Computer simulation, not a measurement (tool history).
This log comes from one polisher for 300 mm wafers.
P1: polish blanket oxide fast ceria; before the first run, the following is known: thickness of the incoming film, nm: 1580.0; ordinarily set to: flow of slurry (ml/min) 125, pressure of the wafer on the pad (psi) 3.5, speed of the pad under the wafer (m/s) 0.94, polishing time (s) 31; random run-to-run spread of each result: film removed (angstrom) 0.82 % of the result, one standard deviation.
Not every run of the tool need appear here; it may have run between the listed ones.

run   hour  flow of slurry (ml/min)  pressure of the wafer on the pad (psi)  speed of the pad under the wafer (m/s)  polishing time (s)  film removed (angstrom)
  1    7.8                      125                                     3.5                                    0.94                  31                   6778.2
  2   16.3                      125                                     3.5                                    0.94                  14                     3057
  3   26.2                      125                                     3.5                                    0.94                  31                   6652.3
  4   36.1                      125                                     3.5                                    0.94                  39                     8598
  5   46.6                      125                                     3.5                                    0.94                  31                   6658.9
  6   57.9                      125                                     3.5                                    1.44                  31                    10323
  7   67.6                      125                                     3.5                                    0.94                  31                   6694.9
  8   75.4                      125                                     4.8                                    0.94                  31                   9145.2
  9   82.9                      125                                     1.8                                    0.94                  31                   3423.4
 10   95.5                      195                                     3.5                                    0.94                  31                   7271.7
 11    104                       75                                     3.5                                    0.94                  31                   5954.8
 12  113.1                      125                                     3.5                                    0.94                  31                   6670.7
 13  124.2                      175                                     3.5                                    0.52                  31                   3986.6
 14  134.6                      125                                     3.5                                    0.94                  31                   6739.2
 15  148.1                      125                                     3.5                                    0.48                  31                     3421

Run 16 is up next; what results do you expect?
 16  159.1                      125                                     3.5                                    0.94                  31                        ?

{"run 16": {"film removed (angstrom)": 6762.1}}
